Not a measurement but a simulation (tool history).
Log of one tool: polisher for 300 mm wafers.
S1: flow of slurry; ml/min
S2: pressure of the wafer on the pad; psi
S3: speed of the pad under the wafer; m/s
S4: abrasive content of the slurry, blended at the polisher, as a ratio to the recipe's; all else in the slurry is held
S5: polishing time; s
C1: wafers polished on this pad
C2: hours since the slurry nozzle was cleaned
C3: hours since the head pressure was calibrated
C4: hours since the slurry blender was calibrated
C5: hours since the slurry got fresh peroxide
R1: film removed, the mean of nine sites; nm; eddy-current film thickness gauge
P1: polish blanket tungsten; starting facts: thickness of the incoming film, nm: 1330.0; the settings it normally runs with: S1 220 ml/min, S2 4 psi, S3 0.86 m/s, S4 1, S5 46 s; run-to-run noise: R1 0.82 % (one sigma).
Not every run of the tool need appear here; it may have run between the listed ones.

Run 1, hour 15.5: S1 220 ml/min, S2 4 psi, S3 0.86 m/s, S4 1, S5 46 s; C1 360; C2 344.8; C3 236.4; C4 134; C5 24.6. Result: R1 181.66 nm.
At hour 30.4: slurry nozzle cleaned.
Run 2, hour 32.4: S1 220 ml/min, S2 4 psi, S3 0.86 m/s, S4 1, S5 26 s; C1 493; C2 2.1; C3 253.3; C4 150.9; C5 41.5. Result: R1 102.82 nm.
Run 3, hour 45.4: S1 220 ml/min, S2 4 psi, S3 0.48 m/s, S4 1, S5 46 s; C1 594; C2 15.1; C3 266.3; C4 163.9; C5 54.5. Result: R1 102.3 nm.
Run 4, hour 56.5: S1 220 ml/min, S2 4 psi, S3 0.86 m/s, S4 1.5, S5 46 s; C1 681; C2 26.2; C3 277.4; C4 175; C5 65.6. Result: R1 198.7 nm.
Run 5, hour 68.6: S1 220 ml/min, S2 4 psi, S3 0.86 m/s, S4 1, S5 46 s; C1 776; C2 38.3; C3 289.5; C4 187.1; C5 77.7. Result: R1 184.04 nm.
Run 6, hour 79.3: S1 315 ml/min, S2 4 psi, S3 0.86 m/s, S4 1, S5 46 s; C1 860; C2 49; C3 300.2; C4 197.8; C5 88.4. Result: R1 187.15 nm.
Run 7, hour 95.9: S1 220 ml/min, S2 4 psi, S3 0.86 m/s, S4 1, S5 72 s; C1 990; C2 65.6; C3 316.8; C4 214.4; C5 105. Result: R1 285.63 nm.
Run 8, hour 105.4: S1 220 ml/min, S2 4 psi, S3 0.86 m/s, S4 1, S5 46 s; C1 1064; C2 75.1; C3 326.3; C4 223.9; C5 114.5. Result: R1 182.41 nm.
Run 9, hour 118.7: S1 220 ml/min, S2 4 psi, S3 0.86 m/s, S4 1, S5 46 s; C1 1169; C2 88.4; C3 339.6; C4 237.2; C5 127.8. Result: R1 182.9 nm.
Run 10, hour 129.1: S1 220 ml/min, S2 4 psi, S3 0.86 m/s, S4 0.5, S5 46 s; C1 1250; C2 98.8; C3 350; C4 247.6; C5 138.2. Result: R1 156.07 nm.
Run 11, hour 146: S1 315 ml/min, S2 4 psi, S3 0.86 m/s, S4 1, S5 66 s; C1 1383; C2 115.7; C3 366.9; C4 264.5; C5 155.1. Result: R1 273.82 nm.
Run 12, hour 155.1: S1 130 ml/min, S2 4 psi, S3 0.86 m/s, S4 1, S5 46 s; C1 1454; C2 124.8; C3 376; C4 273.6; C5 164.2. Result: R1 169.33 nm.
Run 13, hour 163.7: S1 220 ml/min, S2 4 psi, S3 0.86 m/s, S4 1, S5 46 s; C1 1521; C2 133.4; C3 384.6; C4 282.2; C5 172.8. Result: R1 183.45 nm.
Run 14, hour 173.8: S1 220 ml/min, S2 1.9 psi, S3 0.86 m/s, S4 1, S5 46 s; C1 1600; C2 143.5; C3 394.7; C4 292.3; C5 182.9. Result: R1 87.011 nm.
At hour 174.4: slurry blender recalibrated.
Run 15, hour 191: S1 220 ml/min, S2 4 psi, S3 1.34 m/s, S4 1, S5 46 s; C1 1735; C2 160.7; C3 411.9; C4 16.6; C5 200.1. Result: R1 286.08 nm.
Run 16, hour 204: S1 220 ml/min, S2 5.2 psi, S3 0.86 m/s, S4 1, S5 46 s; C1 1837; C2 173.7; C3 424.9; C4 29.6; C5 213.1. Result: R1 240.22 nm.
Run 17, hour 214.2: S1 220 ml/min, S2 4 psi, S3 0.86 m/s, S4 1, S5 46 s; C1 1917; C2 183.9; C3 435.1; C4 39.8; C5 223.3. Result: R1 182.57 nm.
Run 18, hour 226.8: S1 220 ml/min, S2 4 psi, S3 0.86 m/s, S4 1, S5 46 s; C1 2016; C2 196.5; C3 447.7; C4 52.4; C5 235.9. Result: R1 174.46 nm.
Run 19, hour 235.4: S1 220 ml/min, S2 4 psi, S3 0.86 m/s, S4 1, S5 46 s; C1 2083; C2 205.1; C3 456.3; C4 61; C5 244.5. Result: R1 176.9 nm.
Run 20, hour 249.5: S1 220 ml/min, S2 4 psi, S3 0.86 m/s, S4 1, S5 46 s; C1 2193; C2 219.2; C3 470.4; C4 75.1; C5 258.6. Result: R1 174.64 nm.
At hour 253.6: slurry blender recalibrated.
At hour 263: worn pad replaced by a new one.
Run 21, hour 266.6: S1 220 ml/min, S2 4 psi, S3 0.86 m/s, S4 1, S5 46 s; C1 28; C2 236.3; C3 487.5; C4 13; C5 275.7. Result: R1 173.55 nm.
Run 22, hour 280.3: S1 220 ml/min, S2 4 psi, S3 0.86 m/s, S4 1, S5 46 s; C1 136; C2 250; C3 501.2; C4 26.7; C5 289.4. Result: R1 169.95 nm.
Run 23, hour 288.1: S1 220 ml/min, S2 4 psi, S3 0.86 m/s, S4 1, S5 46 s; C1 197; C2 257.8; C3 509; C4 34.5; C5 297.2. Result: R1 173.56 nm.
At hour 294.4: slurry tank refilled with fresh slurry and peroxide.
Run 24, hour 299.9: S1 220 ml/min, S2 4 psi, S3 0.86 m/s, S4 1, S5 46 s; C1 289; C2 269.6; C3 520.8; C4 46.3; C5 5.5. Result: R1 170.49 nm.
Run 25, hour 313: S1 220 ml/min, S2 4 psi, S3 0.86 m/s, S4 1, S5 46 s; C1 392; C2 282.7; C3 533.9; C4 59.4; C5 18.6. Result: R1 167.59 nm.

Forecast run 26:
Run 26, hour 322.8: S1 220 ml/min, S2 4 psi, S3 0.86 m/s, S4 1, S5 46 s; C1 468; C2 292.5; C3 543.7; C4 69.2; C5 28.4. Result: R1 ?.

Run 26 gave R1 170.37 nm.

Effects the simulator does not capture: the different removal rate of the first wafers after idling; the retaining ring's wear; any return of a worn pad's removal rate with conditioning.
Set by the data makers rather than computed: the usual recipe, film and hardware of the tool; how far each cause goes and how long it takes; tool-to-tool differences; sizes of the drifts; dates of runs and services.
